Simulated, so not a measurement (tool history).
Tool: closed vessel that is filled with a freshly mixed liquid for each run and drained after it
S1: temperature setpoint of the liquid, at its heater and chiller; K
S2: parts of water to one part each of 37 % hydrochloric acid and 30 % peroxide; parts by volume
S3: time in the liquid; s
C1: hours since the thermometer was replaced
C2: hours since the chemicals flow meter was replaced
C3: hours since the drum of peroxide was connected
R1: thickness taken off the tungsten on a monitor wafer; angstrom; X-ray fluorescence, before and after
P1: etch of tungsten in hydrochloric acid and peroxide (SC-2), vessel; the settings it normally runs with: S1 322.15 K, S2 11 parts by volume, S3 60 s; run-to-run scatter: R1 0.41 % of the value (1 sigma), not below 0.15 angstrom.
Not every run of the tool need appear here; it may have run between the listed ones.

{"run": 1, "hour": 10.0, "S1": 322.15, "S2": 11, "S3": 60, "C1": 452.6, "C2": 934.4, "C3": 418.7, "R1": 170.22}
{"run": 2, "hour": 21.1, "S1": 322.15, "S2": 5.5, "S3": 110, "C1": 463.7, "C2": 945.5, "C3": 429.8, "R1": 544.48}
{"run": 3, "hour": 30.6, "S1": 322.15, "S2": 11, "S3": 60, "C1": 473.2, "C2": 955, "C3": 439.3, "R1": 169.73}
{"run": 4, "hour": 44.6, "S1": 322.15, "S2": 11, "S3": 60, "C1": 487.2, "C2": 969, "C3": 453.3, "R1": 169.82}
{"run": 5, "hour": 56.1, "S1": 322.15, "S2": 11, "S3": 95, "C1": 498.7, "C2": 980.5, "C3": 464.8, "R1": 270.9}
{"hour": 58.8, "done": "new drum of peroxide connected"}
{"run": 6, "hour": 72.0, "S1": 322.15, "S2": 11, "S3": 60, "C1": 514.6, "C2": 996.4, "C3": 13.3, "R1": 172.02}
{"run": 7, "hour": 87.0, "S1": 322.15, "S2": 19, "S3": 60, "C1": 529.6, "C2": 1011.4, "C3": 28.3, "R1": 104.32}
{"run": 8, "hour": 100.0, "S1": 322.15, "S2": 4, "S3": 60, "C1": 542.6, "C2": 1024.4, "C3": 41.3, "R1": 368.54}
{"run": 9, "hour": 117.1, "S1": 309.65, "S2": 11, "S3": 60, "C1": 559.7, "C2": 1041.5, "C3": 58.4, "R1": 71.096}
{"run": 10, "hour": 130.0, "S1": 335.65, "S2": 11, "S3": 60, "C1": 572.6, "C2": 1054.4, "C3": 71.3, "R1": 406.88}
{"run": 11, "hour": 145.1, "S1": 322.15, "S2": 11, "S3": 60, "C1": 587.7, "C2": 1069.5, "C3": 86.4, "R1": 170.83}
{"run": 12, "hour": 153.5, "S1": 322.15, "S2": 11, "S3": 60, "C1": 596.1, "C2": 1077.9, "C3": 94.8, "R1": 170.34}
{"run": 13, "hour": 163.5, "S1": 322.15, "S2": 11, "S3": 60, "C1": 606.1, "C2": 1087.9, "C3": 104.8, "R1": 170.14}
{"run": 14, "hour": 181.8, "S1": 322.15, "S2": 11, "S3": 30, "C1": 624.4, "C2": 1106.2, "C3": 123.1, "R1": 84.988}
{"run": 15, "hour": 198.0, "S1": 322.15, "S2": 11, "S3": 60, "C1": 640.6, "C2": 1122.4, "C3": 139.3, "R1": 170.91}
{"run": 16, "hour": 212.3, "S1": 322.15, "S2": 11, "S3": 60, "C1": 654.9, "C2": 1136.7, "C3": 153.6, "R1": 179.71}
{"run": 17, "hour": 229.2, "S1": 322.15, "S2": 11, "S3": 60, "C1": 671.8, "C2": 1153.6, "C3": 170.5, "R1": 183.82}
{"run": 18, "hour": 239.8, "S1": 322.15, "S2": 11, "S3": 60, "C1": 682.4, "C2": 1164.2, "C3": 181.1, "R1": 187.04}
{"run": 19, "hour": 250.3, "S1": 322.15, "S2": 11, "S3": 60, "C1": 692.9, "C2": 1174.7, "C3": 191.6, "R1": 186.43}
{"run": 20, "hour": 262.6, "S1": 322.15, "S2": 11, "S3": 60, "C1": 705.2, "C2": 1187, "C3": 203.9, "R1": 188.47}
{"run": 21, "hour": 270.9, "S1": 322.15, "S2": 11, "S3": 60, "C1": 713.5, "C2": 1195.3, "C3": 212.2, "R1": 188.86}

P1 has crept away from where it was. The log is fitted equally well by each of these 2 causes, at the sizes shown:
A: liquid hotter than its thermometer reads (K) = 1.39
B: chemicals flow above the setpoint (%) = 11.6
Creep in the process output first set in at about hour 198.
What rules out each remaining cause:
peroxide weaker than its label (%): at its largest 8, which would move R1 by -7.4 %, too little to match the creep or of the wrong sign

Consider the 4 check runs below, whose results appear as question marks and each of which averages 2 wafers. Which one distinguishes the causes, in that each cause would give it a clearly different result?
{"run": "check 1", "hour": 279.2, "S1": 310.65, "S2": 14.5, "S3": 60, "R1": "?"}
{"run": "check 2", "hour": 279.2, "S1": 314.15, "S2": 4, "S3": 60, "R1": "?"}
{"run": "check 3", "hour": 279.2, "S1": 335.15, "S2": 11, "S3": 60, "R1": "?"}
{"run": "check 4", "hour": 279.2, "S1": 322.15, "S2": 15, "S3": 85, "R1": "?"}

How each check would come out, cause by cause:
check=check_1 result=R1 if_A=66.743 if_B=66.472
check=check_2 result=R1 if_A=235.09 if_B=229.1
check=check_3 result=R1 if_A=429.95 if_B=432.64
check=check_4 result=R1 if_A=202.84 if_B=203.52
Smallest distance between any two causes, each pair judged by its most separating result, in per cent: check 1 0.41 %; check 2 2.58 %; check 3 0.62 %; check 4 0.33 %
Check 2 distinguishes between the causes, while the remaining checks would return nearly the same result for all of them.

Here is what check 2 returned: R1 234.3 angstrom. Which cause is it?

It is A: liquid hotter than its thermometer reads (K).
